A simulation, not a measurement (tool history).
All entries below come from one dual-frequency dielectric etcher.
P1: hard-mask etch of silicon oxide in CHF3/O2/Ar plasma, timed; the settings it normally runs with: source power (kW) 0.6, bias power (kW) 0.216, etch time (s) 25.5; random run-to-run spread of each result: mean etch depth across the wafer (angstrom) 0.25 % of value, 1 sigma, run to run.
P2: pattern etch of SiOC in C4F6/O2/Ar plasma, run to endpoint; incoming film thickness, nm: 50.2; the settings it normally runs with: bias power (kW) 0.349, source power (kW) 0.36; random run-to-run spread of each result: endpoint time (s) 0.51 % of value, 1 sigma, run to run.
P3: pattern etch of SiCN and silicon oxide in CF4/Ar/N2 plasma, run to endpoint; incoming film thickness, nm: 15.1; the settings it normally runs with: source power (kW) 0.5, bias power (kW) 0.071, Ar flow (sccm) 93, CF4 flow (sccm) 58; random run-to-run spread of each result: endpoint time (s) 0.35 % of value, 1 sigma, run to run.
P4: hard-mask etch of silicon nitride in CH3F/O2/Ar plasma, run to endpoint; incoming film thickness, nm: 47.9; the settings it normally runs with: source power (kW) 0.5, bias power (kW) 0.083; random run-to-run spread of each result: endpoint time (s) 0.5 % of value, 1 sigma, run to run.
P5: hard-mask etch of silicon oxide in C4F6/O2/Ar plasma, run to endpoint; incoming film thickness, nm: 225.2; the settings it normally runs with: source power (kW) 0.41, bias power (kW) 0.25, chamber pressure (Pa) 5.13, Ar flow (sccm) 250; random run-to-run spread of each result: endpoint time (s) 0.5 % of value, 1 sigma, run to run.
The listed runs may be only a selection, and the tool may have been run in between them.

run   hour  process that ran  source power (kW)  bias power (kW)  etch time (s)  Ar flow (sccm)  CF4 flow (sccm)  chamber pressure (Pa)  hours since the last wet clean  hours since the last source power generator calibration  hours since the last bias power generator calibration  mean etch depth across the wafer (angstrom)  endpoint time (s)
  1    6.4                P1                0.6            0.216           25.5                                                                                   171.6                                                   2049.4                                                 1616.1                                       528.44
  2   14.5                P1                0.6            0.216           25.5                                                                                   179.7                                                   2057.5                                                 1624.2                                       528.29
  3   22.7                P3                0.5            0.071                             57               58                                                  187.9                                                   2065.7                                                 1632.4                                                          14.634
  4   29.7                P4               0.69            0.083                                                                                                  194.9                                                   2072.7                                                 1639.4                                                          53.287
  5     36                P5               0.41             0.25                            250                                    5.13                           201.2                                                     2079                                                 1645.7                                                          63.327
  6   42.5                P1                0.6            0.216           25.5                                                                                   207.7                                                   2085.5                                                 1652.2                                       526.28
  7   53.5                P1                0.6            0.216             38                                                                                   218.7                                                   2096.5                                                 1663.2                                       786.06
  8   64.6                P1                0.6            0.216           19.5                                                                                   229.8                                                   2107.6                                                 1674.3                                       405.43
  9   69.8                P3                0.5            0.071                             93               58                                                    235                                                   2112.8                                                 1679.5                                                          15.739
      71.8  -- source power generator calibrated
 10   76.9                P1                0.6            0.216           25.5                                                                                   242.1                                                      5.1                                                 1686.6                                       529.46
 11     88                P1                0.6            0.216           25.5                                                                                   253.2                                                     16.2                                                 1697.7                                       529.05
 12   94.4                P1                0.6             0.27           25.5                                                                                   259.6                                                     22.6                                                 1704.1                                       574.95
 13  104.2                P5               0.41             0.25                            250                                    5.13                           269.4                                                     32.4                                                 1713.9                                                          62.773
 14  112.8                P1                0.6            0.216           25.5                                                                                     278                                                       41                                                 1722.5                                       529.49
 15  120.8                P1                0.6            0.156           25.5                                                                                     286                                                       49                                                 1730.5                                        473.7
 16  126.3                P5               0.41            0.346                            250                                    5.13                           291.5                                                     54.5                                                   1736                                                          56.872
 17  134.9                P2               0.36            0.349                                                                                                  300.1                                                     63.1                                                 1744.6                                                          19.766
 18  141.3                P2               0.36            0.349                                                                                                  306.5                                                     69.5                                                   1751                                                          19.733
 19  152.1                P5               0.53             0.25                            250                                    5.13                           317.3                                                     80.3                                                 1761.8                                                          57.272
 20  159.8                P2               0.36            0.207                                                                                                    325                                                       88                                                 1769.5                                                          23.507
 21  170.2                P4                0.5            0.083                                                                                                  335.4                                                     98.4                                                 1779.9                                                          60.138
 22  178.9                P5               0.41             0.25                            352                                    5.13                           344.1                                                    107.1                                                 1788.6                                                          66.076
 23  189.6                P4                0.5            0.116                                                                                                  354.8                                                    117.8                                                 1799.3                                                           52.95
 24  197.5                P3                0.5            0.071                             93               34                                                  362.7                                                    125.7                                                 1807.2                                                           17.28
 25  208.4                P5               0.41             0.25                            250                                    6.07                           373.6                                                    136.6                                                 1818.1                                                          64.677
 26  216.8                P1               0.38            0.216           25.5                                                                                     382                                                      145                                                 1826.5                                       446.45
 27  224.7                P1                0.6            0.271             33                                                                                   389.9                                                    152.9                                                 1834.4                                       742.51
 28  233.8                P3               0.63            0.071                             93               58                                                    399                                                      162                                                 1843.5                                                          12.852
 29  240.4                P1               0.77            0.216           25.5                                                                                   405.6                                                    168.6                                                 1850.1                                       581.93
 30  247.7                P2               0.49            0.349                                                                                                  412.9                                                    175.9                                                 1857.4                                                          17.793
 31  256.3                P3                0.5            0.042                             93               58                                                  421.5                                                    184.5                                                   1866                                                          18.632
 32  265.7                P1                0.6            0.216           25.5                                                                                   430.9                                                    193.9                                                 1875.4                                       525.66

The next listed run, before its measurement:
 33  274.3                P1                0.6            0.216           25.5                                                                                   439.5                                                    202.5                                                   1884                                            ?

{"run 33": {"mean etch depth across the wafer (angstrom)": 531.88}}
